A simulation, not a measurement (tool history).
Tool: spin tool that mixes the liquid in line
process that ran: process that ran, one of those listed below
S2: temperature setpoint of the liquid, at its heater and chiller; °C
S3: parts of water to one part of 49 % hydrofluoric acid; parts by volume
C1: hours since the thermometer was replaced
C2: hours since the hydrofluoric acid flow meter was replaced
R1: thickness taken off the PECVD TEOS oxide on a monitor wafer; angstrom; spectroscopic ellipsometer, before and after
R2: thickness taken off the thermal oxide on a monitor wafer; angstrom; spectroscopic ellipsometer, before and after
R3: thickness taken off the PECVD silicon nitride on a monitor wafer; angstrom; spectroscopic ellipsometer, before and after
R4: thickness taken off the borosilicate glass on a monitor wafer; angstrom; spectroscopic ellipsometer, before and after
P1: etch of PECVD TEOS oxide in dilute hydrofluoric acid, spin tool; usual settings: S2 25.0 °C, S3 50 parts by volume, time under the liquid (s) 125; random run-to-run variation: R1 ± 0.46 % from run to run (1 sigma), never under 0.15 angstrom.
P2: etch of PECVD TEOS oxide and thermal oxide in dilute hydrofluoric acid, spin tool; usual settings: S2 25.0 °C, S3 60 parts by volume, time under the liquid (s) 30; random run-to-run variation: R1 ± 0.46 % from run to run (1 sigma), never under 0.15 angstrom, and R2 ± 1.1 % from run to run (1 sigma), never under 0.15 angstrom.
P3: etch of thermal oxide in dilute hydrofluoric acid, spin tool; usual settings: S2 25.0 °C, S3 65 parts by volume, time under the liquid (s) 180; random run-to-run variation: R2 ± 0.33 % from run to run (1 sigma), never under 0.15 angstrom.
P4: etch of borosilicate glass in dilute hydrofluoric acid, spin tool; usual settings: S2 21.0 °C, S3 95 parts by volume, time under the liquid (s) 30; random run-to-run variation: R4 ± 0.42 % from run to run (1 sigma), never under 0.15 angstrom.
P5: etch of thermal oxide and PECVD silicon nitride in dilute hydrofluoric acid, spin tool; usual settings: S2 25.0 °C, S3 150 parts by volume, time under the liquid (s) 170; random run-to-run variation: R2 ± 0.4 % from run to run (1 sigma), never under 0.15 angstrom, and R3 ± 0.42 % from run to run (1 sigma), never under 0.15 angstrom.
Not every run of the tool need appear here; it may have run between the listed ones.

Run 1, hour 7.6: process that ran P1, S2 25.0 °C, S3 50 parts by volume, time under the liquid (s) 125; C1 519.1; C2 1033.8. Result: R1 391.020 angstrom.
Run 2, hour 14.1: process that ran P1, S2 18.0 °C, S3 50 parts by volume, time under the liquid (s) 125; C1 525.6; C2 1040.3. Result: R1 289.280 angstrom.
Run 3, hour 21.2: process that ran P2, S2 25.0 °C, S3 60 parts by volume, time under the liquid (s) 30; C1 532.7; C2 1047.4. Result: R1 100.320 angstrom, R2 25.0960 angstrom.
Run 4, hour 28.0: process that ran P1, S2 25.0 °C, S3 75 parts by volume, time under the liquid (s) 125; C1 539.5; C2 1054.2. Result: R1 251.680 angstrom.
Run 5, hour 34.1: process that ran P5, S2 25.0 °C, S3 150 parts by volume, time under the liquid (s) 170; C1 545.6; C2 1060.3. Result: R2 51.0310 angstrom, R3 67.8970 angstrom.
Run 6, hour 42.0: process that ran P1, S2 25.0 °C, S3 20 parts by volume, time under the liquid (s) 125; C1 553.5; C2 1068.2. Result: R1 1012.300 angstrom.
Run 7, hour 46.7: process that ran P4, S2 17.0 °C, S3 95 parts by volume, time under the liquid (s) 30; C1 558.2; C2 1072.9. Result: R4 92.839 angstrom.
Run 8, hour 53.2: process that ran P1, S2 25.0 °C, S3 50 parts by volume, time under the liquid (s) 125; C1 564.7; C2 1079.4. Result: R1 388.470 angstrom.
Run 9, hour 59.9: process that ran P2, S2 31.0 °C, S3 60 parts by volume, time under the liquid (s) 30; C1 571.4; C2 1086.1. Result: R1 127.680 angstrom, R2 32.1240 angstrom.
Run 10, hour 66.7: process that ran P5, S2 25.0 °C, S3 150 parts by volume, time under the liquid (s) 20; C1 578.2; C2 1092.9. Result: R2 6.0157 angstrom, R3 8.0811 angstrom.
Run 11, hour 71.1: process that ran P1, S2 25.0 °C, S3 50 parts by volume, time under the liquid (s) 125; C1 582.6; C2 1097.3. Result: R1 391.210 angstrom.
Run 12, hour 78.9: process that ran P2, S2 25.0 °C, S3 60 parts by volume, time under the liquid (s) 30; C1 590.4; C2 1105.1. Result: R1 101.360 angstrom, R2 25.1980 angstrom.
Run 13, hour 86.2: process that ran P3, S2 25.0 °C, S3 65 parts by volume, time under the liquid (s) 180; C1 597.7; C2 1112.4. Result: R2 133.3900 angstrom.
Run 14, hour 92.3: process that ran P2, S2 25.0 °C, S3 60 parts by volume, time under the liquid (s) 55; C1 603.8; C2 1118.5. Result: R1 183.620 angstrom, R2 46.6080 angstrom.
Run 15, hour 97.5: process that ran P4, S2 21.0 °C, S3 95 parts by volume, time under the liquid (s) 30; C1 609.0; C2 1123.7. Result: R4 109.880 angstrom.
Run 16, hour 103.9: process that ran P4, S2 21.0 °C, S3 95 parts by volume, time under the liquid (s) 15; C1 615.4; C2 1130.1. Result: R4 54.613 angstrom.
Run 17, hour 108.5: process that ran P5, S2 20.5 °C, S3 150 parts by volume, time under the liquid (s) 170; C1 620.0; C2 1134.7. Result: R2 42.9540 angstrom, R3 50.7120 angstrom.
Run 18, hour 114.4: process that ran P5, S2 25.0 °C, S3 95 parts by volume, time under the liquid (s) 170; C1 625.9; C2 1140.6. Result: R2 86.1220 angstrom, R3 107.5300 angstrom.
Run 19, hour 119.5: process that ran P3, S2 25.0 °C, S3 65 parts by volume, time under the liquid (s) 55; C1 631.0; C2 1145.7. Result: R2 40.7490 angstrom.
Run 20, hour 124.9: process that ran P2, S2 25.0 °C, S3 105 parts by volume, time under the liquid (s) 30; C1 636.4; C2 1151.1. Result: R1 53.837 angstrom, R2 13.3340 angstrom.
Run 21, hour 128.4: process that ran P1, S2 25.0 °C, S3 50 parts by volume, time under the liquid (s) 125; C1 639.9; C2 1154.6. Result: R1 387.580 angstrom.
Run 22, hour 135.4: process that ran P1, S2 25.0 °C, S3 50 parts by volume, time under the liquid (s) 15; C1 646.9; C2 1161.6. Result: R1 47.215 angstrom.
Run 23, hour 142.4: process that ran P4, S2 21.0 °C, S3 145 parts by volume, time under the liquid (s) 30; C1 653.9; C2 1168.6. Result: R4 68.048 angstrom.
Run 24, hour 150.2: process that ran P1, S2 25.0 °C, S3 75 parts by volume, time under the liquid (s) 50; C1 661.7; C2 1176.4. Result: R1 100.740 angstrom.
Run 25, hour 155.3: process that ran P1, S2 25.0 °C, S3 50 parts by volume, time under the liquid (s) 125; C1 666.8; C2 1181.5. Result: R1 391.610 angstrom.
Run 26, hour 159.1: process that ran P1, S2 33.5 °C, S3 50 parts by volume, time under the liquid (s) 125; C1 670.6; C2 1185.3. Result: R1 546.030 angstrom.
Run 27, hour 163.2: process that ran P1, S2 25.0 °C, S3 50 parts by volume, time under the liquid (s) 125; C1 674.7; C2 1189.4. Result: R1 388.000 angstrom.
Run 28, hour 167.3: process that ran P3, S2 25.0 °C, S3 65 parts by volume, time under the liquid (s) 180; C1 678.8; C2 1193.5. Result: R2 133.1800 angstrom.
Run 29, hour 171.1: process that ran P1, S2 25.0 °C, S3 50 parts by volume, time under the liquid (s) 215; C1 682.6; C2 1197.3. Result: R1 672.060 angstrom.
Run 30, hour 178.2: process that ran P3, S2 32.0 °C, S3 65 parts by volume, time under the liquid (s) 180; C1 689.7; C2 1204.4. Result: R2 176.5300 angstrom.
Run 31, hour 184.2: process that ran P3, S2 25.0 °C, S3 25 parts by volume, time under the liquid (s) 180; C1 695.7; C2 1210.4. Result: R2 367.5600 angstrom.
Run 32, hour 188.6: process that ran P1, S2 25.0 °C, S3 50 parts by volume, time under the liquid (s) 125; C1 700.1; C2 1214.8. Result: R1 393.610 angstrom.
Run 33, hour 193.7: process that ran P1, S2 25.0 °C, S3 50 parts by volume, time under the liquid (s) 125; C1 705.2; C2 1219.9. Result: R1 379.860 angstrom.
Run 34, hour 200.0: process that ran P1, S2 25.0 °C, S3 50 parts by volume, time under the liquid (s) 125; C1 711.5; C2 1226.2. Result: R1 368.870 angstrom.
Run 35, hour 206.7: process that ran P1, S2 25.0 °C, S3 50 parts by volume, time under the liquid (s) 125; C1 718.2; C2 1232.9. Result: R1 363.430 angstrom.
Run 36, hour 210.2: process that ran P1, S2 25.0 °C, S3 50 parts by volume, time under the liquid (s) 125; C1 721.7; C2 1236.4. Result: R1 363.680 angstrom.
Run 37, hour 214.9: process that ran P1, S2 25.0 °C, S3 50 parts by volume, time under the liquid (s) 125; C1 726.4; C2 1241.1. Result: R1 360.920 angstrom.
Run 38, hour 219.7: process that ran P1, S2 25.0 °C, S3 50 parts by volume, time under the liquid (s) 125; C1 731.2; C2 1245.9. Result: R1 364.050 angstrom.
Run 39, hour 226.4: process that ran P1, S2 25.0 °C, S3 50 parts by volume, time under the liquid (s) 125; C1 737.9; C2 1252.6. Result: R1 357.870 angstrom.
Run 40, hour 231.2: process that ran P1, S2 25.0 °C, S3 50 parts by volume, time under the liquid (s) 125; C1 742.7; C2 1257.4. Result: R1 361.010 angstrom.

The log shows P1 creeping away from where it was. Any of the 2 causes listed here, at the size stated for it, fits the log just as well as the others:
A: liquid colder than its thermometer reads (K) = 1.99
B: hydrofluoric acid flow below the setpoint (%) = 7.35
The onset of the drift is placed at about hour 188.6.

Which of the 4 check runs listed below separates the causes, so that each cause would produce a clearly different result? Each run uses one wafer, and its results are marked with question marks.
Run check 1, hour 236.0: process that ran P2, S2 25.0 °C, S3 60 parts by volume, time under the liquid (s) 30. Result: R1 ?, R2 ?.
Run check 2, hour 236.0: process that ran P3, S2 25.0 °C, S3 65 parts by volume, time under the liquid (s) 180. Result: R2 ?.
Run check 3, hour 236.0: process that ran P4, S2 21.0 °C, S3 95 parts by volume, time under the liquid (s) 30. Result: R4 ?.
Run check 4, hour 236.0: process that ran P5, S2 25.0 °C, S3 150 parts by volume, time under the liquid (s) 170. Result: R2 ?, R3 ?.

Outcome of each check run for each possible cause:
  check  result      if A      if B
check 1      R1    92.429    92.295
check 1      R2   23.4270   23.3940
check 2      R2  123.2900  123.0100
check 3      R4   101.820   101.510
check 4      R2   47.4380   46.7740
check 4      R3   60.1290   63.3710
How far apart the two closest causes lie, in the result that separates them most: check 1 0.14 %; check 2 0.23 %; check 3 0.3 %; check 4 5.25 %
The other checks would show nearly matching results whichever cause is true, so check 4 is the only one that separates the causes.

With check 4 done, the readings were: R2 47.2160 angstrom; R3 60.0090 angstrom. Identify which of the listed causes applies.

It was cause A: liquid colder than its thermometer reads (K).
